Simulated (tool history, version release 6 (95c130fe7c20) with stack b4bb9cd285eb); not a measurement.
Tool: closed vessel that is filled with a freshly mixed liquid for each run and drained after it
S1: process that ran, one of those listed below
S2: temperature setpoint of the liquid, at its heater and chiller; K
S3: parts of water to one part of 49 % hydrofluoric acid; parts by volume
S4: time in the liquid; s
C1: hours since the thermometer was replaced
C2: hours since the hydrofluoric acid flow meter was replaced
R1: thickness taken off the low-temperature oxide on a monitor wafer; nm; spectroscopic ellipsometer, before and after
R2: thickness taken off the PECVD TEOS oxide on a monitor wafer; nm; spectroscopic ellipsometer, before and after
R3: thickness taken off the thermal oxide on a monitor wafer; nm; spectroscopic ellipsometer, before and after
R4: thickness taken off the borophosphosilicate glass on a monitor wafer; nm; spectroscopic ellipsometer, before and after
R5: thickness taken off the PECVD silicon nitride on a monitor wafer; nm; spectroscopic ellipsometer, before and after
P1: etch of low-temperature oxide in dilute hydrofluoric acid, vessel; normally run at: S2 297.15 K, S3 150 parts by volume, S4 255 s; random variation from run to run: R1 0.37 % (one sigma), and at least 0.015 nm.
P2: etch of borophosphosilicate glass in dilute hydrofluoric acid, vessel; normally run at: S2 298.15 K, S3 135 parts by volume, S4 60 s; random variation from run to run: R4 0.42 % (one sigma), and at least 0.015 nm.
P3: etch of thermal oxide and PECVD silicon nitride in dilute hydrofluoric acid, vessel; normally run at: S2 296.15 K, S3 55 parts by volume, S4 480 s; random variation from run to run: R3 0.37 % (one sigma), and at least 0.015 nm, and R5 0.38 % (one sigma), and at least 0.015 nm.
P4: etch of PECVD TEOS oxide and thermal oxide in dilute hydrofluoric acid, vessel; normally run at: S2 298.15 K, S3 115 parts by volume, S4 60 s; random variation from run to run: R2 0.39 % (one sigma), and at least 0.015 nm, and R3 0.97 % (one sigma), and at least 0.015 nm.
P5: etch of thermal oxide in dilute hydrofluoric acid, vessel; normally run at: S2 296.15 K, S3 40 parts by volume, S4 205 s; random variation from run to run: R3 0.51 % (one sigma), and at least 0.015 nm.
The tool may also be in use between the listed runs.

Run 1, hour 13.8: S1 P1, S2 297.15 K, S3 150 parts by volume, S4 255 s; C1 822.6; C2 174.9. Result: R1 31.5240 nm.
Run 2, hour 31.8: S1 P1, S2 304.65 K, S3 150 parts by volume, S4 255 s; C1 840.6; C2 192.9. Result: R1 41.3710 nm.
Run 3, hour 40.6: S1 P4, S2 298.15 K, S3 195 parts by volume, S4 60 s; C1 849.4; C2 201.7. Result: R2 8.1407 nm, R3 1.2937 nm.
Run 4, hour 56.2: S1 P5, S2 296.15 K, S3 40 parts by volume, S4 205 s; C1 865.0; C2 217.3. Result: R3 25.1960 nm.
Run 5, hour 67.5: S1 P2, S2 298.15 K, S3 135 parts by volume, S4 60 s; C1 876.3; C2 228.6. Result: R4 30.567 nm.
Run 6, hour 83.2: S1 P1, S2 297.15 K, S3 150 parts by volume, S4 40 s; C1 892.0; C2 244.3. Result: R1 4.9342 nm.
Run 7, hour 96.1: S1 P4, S2 298.15 K, S3 115 parts by volume, S4 60 s; C1 904.9; C2 257.2. Result: R2 15.0720 nm, R3 2.5402 nm.
Run 8, hour 106.9: S1 P1, S2 297.15 K, S3 150 parts by volume, S4 490 s; C1 915.7; C2 268.0. Result: R1 60.4080 nm.
Run 9, hour 117.7: S1 P4, S2 298.15 K, S3 115 parts by volume, S4 60 s; C1 926.5; C2 278.8. Result: R2 15.0940 nm, R3 2.5164 nm.
Run 10, hour 127.3: S1 P3, S2 301.65 K, S3 55 parts by volume, S4 480 s; C1 936.1; C2 288.4. Result: R3 52.5050 nm, R5 24.9820 nm.
Run 11, hour 142.8: S1 P3, S2 296.15 K, S3 75 parts by volume, S4 480 s; C1 951.6; C2 303.9. Result: R3 30.1480 nm, R5 12.7000 nm.
Run 12, hour 158.2: S1 P2, S2 292.15 K, S3 135 parts by volume, S4 60 s; C1 967.0; C2 319.3. Result: R4 24.082 nm.
Run 13, hour 167.0: S1 P1, S2 297.15 K, S3 45 parts by volume, S4 255 s; C1 975.8; C2 328.1. Result: R1 119.1200 nm.
Run 14, hour 178.3: S1 P1, S2 290.65 K, S3 150 parts by volume, S4 155 s; C1 987.1; C2 339.4. Result: R1 14.8670 nm.
Run 15, hour 186.5: S1 P5, S2 296.15 K, S3 40 parts by volume, S4 75 s; C1 995.3; C2 347.6. Result: R3 9.2596 nm.
Run 16, hour 202.1: S1 P1, S2 297.15 K, S3 150 parts by volume, S4 255 s; C1 1010.9; C2 363.2. Result: R1 31.2640 nm.
Run 17, hour 212.5: S1 P3, S2 296.15 K, S3 55 parts by volume, S4 230 s; C1 1021.3; C2 373.6. Result: R3 20.2110 nm, R5 8.3156 nm.
Run 18, hour 224.4: S1 P5, S2 304.65 K, S3 40 parts by volume, S4 205 s; C1 1033.2; C2 385.5. Result: R3 35.3850 nm.
Run 19, hour 233.9: S1 P1, S2 297.15 K, S3 240 parts by volume, S4 255 s; C1 1042.7; C2 395.0. Result: R1 18.0080 nm.
Run 20, hour 245.2: S1 P4, S2 298.15 K, S3 115 parts by volume, S4 105 s; C1 1054.0; C2 406.3. Result: R2 26.5460 nm, R3 4.2849 nm.
Run 21, hour 260.3: S1 P1, S2 297.15 K, S3 150 parts by volume, S4 255 s; C1 1069.1; C2 421.4. Result: R1 31.7440 nm.
Run 22, hour 273.3: S1 P5, S2 296.15 K, S3 40 parts by volume, S4 205 s; C1 1082.1; C2 434.4. Result: R3 25.0200 nm.
Run 23, hour 286.9: S1 P4, S2 305.65 K, S3 115 parts by volume, S4 60 s; C1 1095.7; C2 448.0. Result: R2 19.9980 nm, R3 3.2714 nm.
Run 24, hour 301.5: S1 P1, S2 297.15 K, S3 150 parts by volume, S4 255 s; C1 1110.3; C2 462.6. Result: R1 31.6320 nm.
Run 25, hour 319.7: S1 P3, S2 296.15 K, S3 55 parts by volume, S4 480 s; C1 1128.5; C2 480.8. Result: R3 41.9960 nm, R5 17.3020 nm.
Run 26, hour 328.6: S1 P5, S2 296.15 K, S3 20 parts by volume, S4 205 s; C1 1137.4; C2 489.7. Result: R3 51.6060 nm.
Run 27, hour 345.2: S1 P1, S2 297.15 K, S3 150 parts by volume, S4 255 s; C1 1154.0; C2 506.3. Result: R1 31.4080 nm.
Run 28, hour 356.4: S1 P2, S2 298.15 K, S3 135 parts by volume, S4 60 s; C1 1165.2; C2 517.5. Result: R4 30.527 nm.
Run 29, hour 365.8: S1 P1, S2 297.15 K, S3 150 parts by volume, S4 255 s; C1 1174.6; C2 526.9. Result: R1 31.4820 nm.
Run 30, hour 374.0: S1 P2, S2 298.15 K, S3 135 parts by volume, S4 120 s; C1 1182.8; C2 535.1. Result: R4 61.016 nm.
Run 31, hour 385.8: S1 P1, S2 297.15 K, S3 150 parts by volume, S4 255 s; C1 1194.6; C2 546.9. Result: R1 31.5920 nm.
Run 32, hour 402.4: S1 P2, S2 298.15 K, S3 205 parts by volume, S4 60 s; C1 1211.2; C2 563.5. Result: R4 18.693 nm.
Run 33, hour 420.5: S1 P1, S2 303.65 K, S3 45 parts by volume, S4 255 s; C1 1229.3; C2 581.6. Result: R1 155.1900 nm.
Run 34, hour 438.8: S1 P1, S2 291.15 K, S3 150 parts by volume, S4 255 s; C1 1247.6; C2 599.9. Result: R1 25.0180 nm.
Run 35, hour 448.1: S1 P1, S2 297.15 K, S3 150 parts by volume, S4 255 s; C1 1256.9; C2 609.2. Result: R1 31.4900 nm.
Run 36, hour 460.6: S1 P1, S2 297.15 K, S3 150 parts by volume, S4 255 s; C1 1269.4; C2 621.7. Result: R1 32.4360 nm.
Run 37, hour 473.1: S1 P1, S2 297.15 K, S3 150 parts by volume, S4 255 s; C1 1281.9; C2 634.2. Result: R1 32.9840 nm.
Run 38, hour 483.5: S1 P1, S2 297.15 K, S3 150 parts by volume, S4 255 s; C1 1292.3; C2 644.6. Result: R1 33.4750 nm.
Run 39, hour 501.4: S1 P1, S2 297.15 K, S3 150 parts by volume, S4 255 s; C1 1310.2; C2 662.5. Result: R1 33.8680 nm.
Run 40, hour 512.7: S1 P1, S2 297.15 K, S3 150 parts by volume, S4 255 s; C1 1321.5; C2 673.8. Result: R1 33.9790 nm.
Run 41, hour 528.9: S1 P1, S2 297.15 K, S3 150 parts by volume, S4 255 s; C1 1337.7; C2 690.0. Result: R1 34.0990 nm.
Run 42, hour 538.2: S1 P1, S2 297.15 K, S3 150 parts by volume, S4 255 s; C1 1347.0; C2 699.3. Result: R1 33.9510 nm.
Run 43, hour 554.9: S1 P1, S2 297.15 K, S3 150 parts by volume, S4 255 s; C1 1363.7; C2 716.0. Result: R1 34.2900 nm.
Run 44, hour 564.2: S1 P1, S2 297.15 K, S3 150 parts by volume, S4 255 s; C1 1373.0; C2 725.3. Result: R1 34.1260 nm.
Run 45, hour 580.4: S1 P1, S2 297.15 K, S3 150 parts by volume, S4 255 s; C1 1389.2; C2 741.5. Result: R1 34.4790 nm.
Run 46, hour 588.4: S1 P1, S2 297.15 K, S3 150 parts by volume, S4 255 s; C1 1397.2; C2 749.5. Result: R1 34.3910 nm.

What P1 gives has crept away from where it was. These 2 causes fit the log equally well, each at the size given:
A: hydrofluoric acid flow above the setpoint (%) = 7.79
B: liquid hotter than its thermometer reads (K) = 2.32
The creep began at about hour 448.1.

4 check runs are offered, one wafer each, their results left as question marks. Which one tells the causes apart?
Run check 1, hour 596.4: S1 P3, S2 299.65 K, S3 55 parts by volume, S4 480 s. Result: R3 ?, R5 ?.
Run check 2, hour 596.4: S1 P5, S2 303.65 K, S3 40 parts by volume, S4 205 s. Result: R3 ?.
Run check 3, hour 596.4: S1 P4, S2 305.65 K, S3 150 parts by volume, S4 60 s. Result: R2 ?, R3 ?.
Run check 4, hour 596.4: S1 P2, S2 298.15 K, S3 175 parts by volume, S4 110 s. Result: R4 ?.

What each check would give under each cause:
  check  result     if A     if B
check 1      R3  52.5820  53.2090
check 1      R5  23.6340  25.5540
check 2      R3  36.8240  37.2380
check 3      R2  15.9300  15.7740
check 3      R3   2.6048   2.5793
check 4      R4   45.150   44.957
How far apart the two closest causes lie, in the result that separates them most: check 1 7.81 %; check 2 1.12 %; check 3 0.99 %; check 4 0.43 %
Check 1 tells the causes apart: in the others they would give nearly the same result.

Check 1 was then run and gave: R3 53.1220 nm; R5 25.6740 nm. Which cause is it?

It is B: liquid hotter than its thermometer reads (K).
